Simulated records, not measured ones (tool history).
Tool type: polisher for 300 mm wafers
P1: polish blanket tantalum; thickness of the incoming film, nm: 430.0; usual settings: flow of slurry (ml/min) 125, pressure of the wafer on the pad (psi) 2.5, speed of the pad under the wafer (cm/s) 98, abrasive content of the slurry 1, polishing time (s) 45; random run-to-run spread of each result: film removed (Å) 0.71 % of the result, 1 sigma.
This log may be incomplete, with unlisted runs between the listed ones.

run   hour  flow of slurry (ml/min)  pressure of the wafer on the pad (psi)  speed of the pad under the wafer (cm/s)  abrasive content of the slurry  polishing time (s)  film removed (Å)
  1   10.8                      125                                     2.5                                       98                               1                  45            1086.6
  2   22.2                      125                                     2.5                                       98                               1                  45            1076.7
  3   35.7                      125                                     3.5                                       98                               1                  45            1507.1
  4   46.2                      125                                     1.2                                       60                               1                  45            319.22
  5   58.8                      125                                     2.5                                       98                               1                  45            1081.7
  6   71.4                      125                                     2.5                                       98                            1.35                  45            1169.3
  7     83                      175                                     2.5                                       98                            1.45                  45            1276.4
  8   91.2                      125                                     2.5                                       98                               1                  45            1078.3
  9     99                      125                                     2.5                                       44                               1                  45            486.29
 10  106.4                      125                                     1.5                                       98                               1                  45            646.19
 11  114.9                      125                                     2.5                                       98                               1                  67            1631.2
 12  129.3                      125                                     2.5                                       98                               1                  23            554.81
 13  139.2                       75                                     2.5                                       98                               1                  45            953.04
 14  154.2                      125                                     2.5                                       98                               1                  45            1089.7
 15  170.5                      125                                     2.5                                       98                            0.55                  45            887.11
 16    178                      125                                     2.5                                      154                               1                  45            1703.5
 17  191.6                      125                                     2.5                                       98                               1                  45            1089.2
 18  203.4                      195                                     2.5                                       98                               1                  45            1180.5
 19  219.6                       90                                     2.5                                       98                            1.45                  45            1101.6
 20  228.6                      125                                     2.5                                       98                               1                  45            1085.6
 21  237.3                      125                                     2.5                                       98                               1                  45              1062
 22  248.8                      125                                     2.5                                       98                               1                  45            1037.5
 23  262.7                      125                                     2.5                                       98                               1                  45            1023.6
 24  275.8                      125                                     2.5                                       98                               1                  45            1001.7
 25  291.5                      125                                     2.5                                       98                               1                  45            990.28
 26  302.3                      125                                     2.5                                       98                               1                  45            980.41
 27  319.1                      125                                     2.5                                       98                               1                  45            984.56
     320.9  -- worn pad replaced by a new one
 28  330.9                      125                                     2.5                                       98                               1                  45            962.77
 29    340                      125                                     2.5                                       98                               1                  45            978.44
 30  353.3                      125                                     2.5                                       98                               1                  45            975.02

P1 no longer gives what it gave before; its output has crept away from where it was. The following 3 causes, each at its listed size, fit the log equally well:
A: abrasive missing from the slurry, % = 29.3
B: head's pressure below its setpoint, % = 10.6
C: slurry flow missing at the pad, % = 36
The gradual shift began around hour 228.6.
Every other cause this tool's parts could produce, and why it does not fit the log:
removal rate lost through wear of the pad, %: serviced after onset, at hour 320.9, with no recovery of the prior output

4 check runs are offered, each on 3 wafers whose results are averaged, their results left as question marks. Which one tells the causes apart?
check 1  366.6                      195                                     2.5                                       98                            0.65                  45                 ?
check 2  366.6                      125                                     2.5                                      144                               1                  66                 ?
check 3  366.6                      125                                     2.5                                       56                               1                  60                 ?
check 4  366.6                      125                                     2.5                                       98                            1.35                  28                 ?

Check results expected under each cause:
  check            result    if A    if B    if C
check 1  film removed (Å)  877.07  907.89  942.23
check 2  film removed (Å)  2095.6  2095.3  2095.6
check 3  film removed (Å)  740.88  740.78  740.87
check 4  film removed (Å)  667.59  653.36  653.45
Per-check spread between the two closest causes, in the result where they differ most: check 1 3.45 %; check 2 0 %; check 3 0 %; check 4 0.01 %
Only in check 1 would the causes give clearly different results; in the remaining checks their results would be nearly the same.

With check 1 done, the readings were: film removed (Å) 872.59. Identify which of the listed causes applies.

It was cause A: abrasive missing from the slurry, %.

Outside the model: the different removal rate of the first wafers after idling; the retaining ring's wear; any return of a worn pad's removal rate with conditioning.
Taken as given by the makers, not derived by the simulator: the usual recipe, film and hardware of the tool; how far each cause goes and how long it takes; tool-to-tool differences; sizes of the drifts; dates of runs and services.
